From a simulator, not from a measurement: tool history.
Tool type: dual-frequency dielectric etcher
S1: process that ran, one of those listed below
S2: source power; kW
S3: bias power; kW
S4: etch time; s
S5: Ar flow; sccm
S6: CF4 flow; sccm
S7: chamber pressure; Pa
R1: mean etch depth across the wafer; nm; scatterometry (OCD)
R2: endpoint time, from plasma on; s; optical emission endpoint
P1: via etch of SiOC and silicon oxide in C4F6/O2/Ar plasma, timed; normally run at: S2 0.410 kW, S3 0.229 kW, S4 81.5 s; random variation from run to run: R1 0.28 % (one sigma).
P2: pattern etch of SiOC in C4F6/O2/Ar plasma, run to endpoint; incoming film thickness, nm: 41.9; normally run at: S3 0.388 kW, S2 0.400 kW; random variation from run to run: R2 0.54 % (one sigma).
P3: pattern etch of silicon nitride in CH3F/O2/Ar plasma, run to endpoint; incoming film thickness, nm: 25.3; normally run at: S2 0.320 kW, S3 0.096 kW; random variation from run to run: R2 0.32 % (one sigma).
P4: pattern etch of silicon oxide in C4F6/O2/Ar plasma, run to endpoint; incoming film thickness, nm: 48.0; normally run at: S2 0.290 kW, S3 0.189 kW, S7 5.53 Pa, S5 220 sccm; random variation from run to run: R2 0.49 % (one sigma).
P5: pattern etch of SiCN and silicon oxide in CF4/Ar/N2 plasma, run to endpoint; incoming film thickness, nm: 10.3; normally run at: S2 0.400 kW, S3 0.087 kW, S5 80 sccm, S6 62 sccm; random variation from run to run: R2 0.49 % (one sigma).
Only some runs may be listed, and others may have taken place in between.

run	hour	S1	S2	S3	S4	S5	S6	S7	R1	R2
1	16.9	P1	0.410	0.229	81.5				100.110	
2	25.0	P1	0.550	0.229	46.0				63.598	
3	32.7	P1	0.410	0.229	100.0				122.740	
4	48.9	P1	0.410	0.324	81.5				113.210	
5	57.9	P2	0.400	0.388						15.7450
6	66.4	P1	0.410	0.229	81.5				99.956	
7	76.6	P5	0.400	0.087		80	37			13.3630
8	91.8	P4	0.290	0.189		299		5.53		17.6000
9	105.9	P4	0.290	0.247		220		5.53		15.6530
10	120.9	P2	0.490	0.388						14.7250
11	131.1	P1	0.310	0.229	55.0				60.921	
12	140.5	P1	0.410	0.229	81.5				100.150	
13	153.0	P1	0.410	0.229	81.5				99.654	
14	163.9	P1	0.410	0.309	100.0				137.280	
# hour 176.5: bias power generator calibrated
15	180.4	P5	0.400	0.087		80	62			12.3250
16	197.9	P4	0.290	0.189		220		5.53		17.0010
17	209.5	P3	0.320	0.096						36.2080
18	220.9	P3	0.320	0.096						35.9410
19	235.7	P5	0.520	0.087		80	62			9.8277
20	249.7	P5	0.400	0.087		80	62			12.4590
# hour 252.4: wet clean of the chamber
21	258.1	P5	0.400	0.056		80	62			14.3390
22	274.9	P4	0.390	0.189		220		5.53		15.2520
23	284.6	P3	0.440	0.096						32.1900
24	294.9	P3	0.320	0.136						31.5380
25	305.6	P1	0.410	0.229	81.5				100.620	
26	322.4	P4	0.290	0.189		220		3.87		16.4380
27	330.8	P2	0.400	0.388						15.9100
28	343.3	P2	0.400	0.304						17.2330
29	351.3	P1	0.290	0.229	81.5				88.063	
30	362.8	P1	0.550	0.229	81.5				112.560	
31	373.7	P1	0.410	0.229	56.0				69.081	
32	386.2	P1	0.410	0.142	81.5				86.222	
33	398.3	P1	0.410	0.229	81.5				100.280	
34	407.9	P5	0.400	0.087		47	62			11.4910
35	421.6	P1	0.410	0.229	81.5				100.430	
36	438.5	P1	0.410	0.229	81.5				100.790	
37	447.7	P1	0.410	0.229	81.5				101.490	
38	460.1	P1	0.410	0.229	81.5				101.080	
39	473.7	P1	0.410	0.229	81.5				101.370	
# hour 478.4: wet clean of the chamber
40	488.0	P1	0.410	0.229	81.5				101.120	
41	501.5	P1	0.410	0.229	81.5				101.750	
42	518.3	P1	0.410	0.229	81.5				102.100	
43	535.2	P1	0.410	0.229	81.5				102.170	
44	542.9	P1	0.410	0.229	81.5				101.690	

The log shows P1 creeping away from where it was. Any of the 2 causes listed here, at the size stated for it, fits the log just as well as the others:
A: source power that arrives over what is set, % = 3.76
B: bias power that arrives over what is set, % = 4.26
The creep began at about hour 421.6.
Ruled out, with reasons:
chamber walls in a state that raises the etch rate, %: serviced at hour 478.4, after the change had begun; the process did not return to its earlier output

The 4 check runs listed below each average the results of 3 wafers, and their outcomes are marked with question marks. Under which run would the listed causes produce clearly different results?
check 1	550.6	P5	0.400	0.056		49	62			?
check 2	550.6	P3	0.440	0.096						?
check 3	550.6	P4	0.290	0.189		298		5.53		?
check 4	550.6	P2	0.400	0.305						?

If the cause were each of the candidates in turn, the checks would give the following:
check	result	if A	if B
check 1	R2	12.9160	13.1870
check 2	R2	31.6420	31.5990
check 3	R2	17.3570	17.3670
check 4	R2	17.0560	17.0480
How far apart the two closest causes lie, in the result that separates them most: check 1 2.07 %; check 2 0.13 %; check 3 0.06 %; check 4 0.05 %
Only check 1 tells the causes apart: in the others they would give nearly the same result.

Then check 1 was run and gave: R2 12.9320 s. Which cause is it?

The correct cause is A, namely: source power that arrives over what is set, %.

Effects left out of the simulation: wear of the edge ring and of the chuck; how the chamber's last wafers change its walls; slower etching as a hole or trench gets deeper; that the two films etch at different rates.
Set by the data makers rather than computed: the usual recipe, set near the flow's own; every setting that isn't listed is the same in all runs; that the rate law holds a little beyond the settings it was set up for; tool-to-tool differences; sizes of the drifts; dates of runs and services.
